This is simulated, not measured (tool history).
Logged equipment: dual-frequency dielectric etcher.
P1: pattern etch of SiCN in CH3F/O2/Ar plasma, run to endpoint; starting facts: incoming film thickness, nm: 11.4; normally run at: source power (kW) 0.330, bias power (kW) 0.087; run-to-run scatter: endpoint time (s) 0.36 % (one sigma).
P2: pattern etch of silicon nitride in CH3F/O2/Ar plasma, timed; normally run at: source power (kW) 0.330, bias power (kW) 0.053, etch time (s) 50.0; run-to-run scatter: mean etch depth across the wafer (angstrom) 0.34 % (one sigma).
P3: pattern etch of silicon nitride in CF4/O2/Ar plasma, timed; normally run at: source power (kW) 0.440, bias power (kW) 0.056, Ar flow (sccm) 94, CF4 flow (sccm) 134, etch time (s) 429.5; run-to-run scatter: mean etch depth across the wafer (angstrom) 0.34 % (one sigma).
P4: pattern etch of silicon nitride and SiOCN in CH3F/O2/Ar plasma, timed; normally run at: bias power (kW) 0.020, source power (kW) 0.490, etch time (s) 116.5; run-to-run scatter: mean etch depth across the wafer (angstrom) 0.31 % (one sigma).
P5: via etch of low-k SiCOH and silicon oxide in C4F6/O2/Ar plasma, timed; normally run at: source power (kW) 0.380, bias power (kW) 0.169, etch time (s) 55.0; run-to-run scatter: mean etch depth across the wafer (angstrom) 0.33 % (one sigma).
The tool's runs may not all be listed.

run   hour  process that ran  source power (kW)  bias power (kW)  etch time (s)  Ar flow (sccm)  CF4 flow (sccm)  hours since the last wet clean  hours since the last source power generator calibration  hours since the last bias power generator calibration  endpoint time (s)  mean etch depth across the wafer (angstrom)
  1    8.0                P1              0.330            0.087                                                                            85.7                                                    427.0                                                 1675.3             30.923
  2   20.5                P2              0.330            0.041           50.0                                                             98.2                                                    439.5                                                 1687.8                                                         277.790
  3   31.2                P1              0.250            0.087                                                                           108.9                                                    450.2                                                 1698.5             34.379
  4   44.1                P4              0.490            0.028          116.5                                                            121.8                                                    463.1                                                 1711.4                                                         189.430
  5   52.2                P4              0.670            0.020          116.5                                                            129.9                                                    471.2                                                 1719.5                                                         181.770
  6   62.2                P2              0.400            0.053           50.0                                                            139.9                                                    481.2                                                 1729.5                                                         325.200
  7   68.7                P3              0.320            0.056          429.5              94              134                           146.4                                                    487.7                                                 1736.0                                                        5878.900
  8   77.3                P2              0.330            0.053           50.0                                                            155.0                                                    496.3                                                 1744.6                                                         300.720
  9   88.7                P1              0.330            0.110                                                                           166.4                                                    507.7                                                 1756.0             28.373
 10   97.0                P3              0.440            0.056          429.5              58              134                           174.7                                                    516.0                                                 1764.3                                                        8074.500
 11  111.6                P5              0.290            0.169           55.0                                                            189.3                                                    530.6                                                 1778.9                                                        1249.600
 12  119.5                P1              0.330            0.087                                                                           197.2                                                    538.5                                                 1786.8             30.962
 13  126.5                P1              0.410            0.087                                                                           204.2                                                    545.5                                                 1793.8             28.573
 14  133.0                P3              0.440            0.056          429.5              94              134                           210.7                                                    552.0                                                 1800.3                                                        7735.100
 15  146.8                P4              0.490            0.020          116.5                                                            224.5                                                    565.8                                                 1814.1                                                         163.000
 16  160.0                P5              0.380            0.132           55.0                                                            237.7                                                    579.0                                                 1827.3                                                        1292.200
 17  170.2                P5              0.380            0.169           55.0                                                            247.9                                                    589.2                                                 1837.5                                                        1397.000
 18  184.3                P4              0.490            0.020           64.0                                                            262.0                                                    603.3                                                 1851.6                                                          89.291
 19  197.1                P3              0.440            0.056          429.5              94              134                           274.8                                                    616.1                                                 1864.4                                                        7701.800
 20  209.6                P1              0.330            0.087                                                                           287.3                                                    628.6                                                 1876.9             31.095
 21  220.6                P1              0.450            0.070                                                                           298.3                                                    639.6                                                 1887.9             29.882
 22  234.2                P1              0.430            0.055                                                                           311.9                                                    653.2                                                 1901.5             32.898
 23  242.7                P1              0.330            0.087                                                                           320.4                                                    661.7                                                 1910.0             31.040
 24  254.5                P3              0.440            0.056          617.5              94              134                           332.2                                                    673.5                                                 1921.8                                                       11120.000
 25  261.5                P1              0.330            0.087                                                                           339.2                                                    680.5                                                 1928.8             30.980

Run 26 has not been measured yet. What should we expect?
 26  272.1                P2              0.330            0.053           50.0                                                            349.8                                                    691.1                                                 1939.4                                                               ?

{"run 26": {"mean etch depth across the wafer (angstrom)": 301.68}}
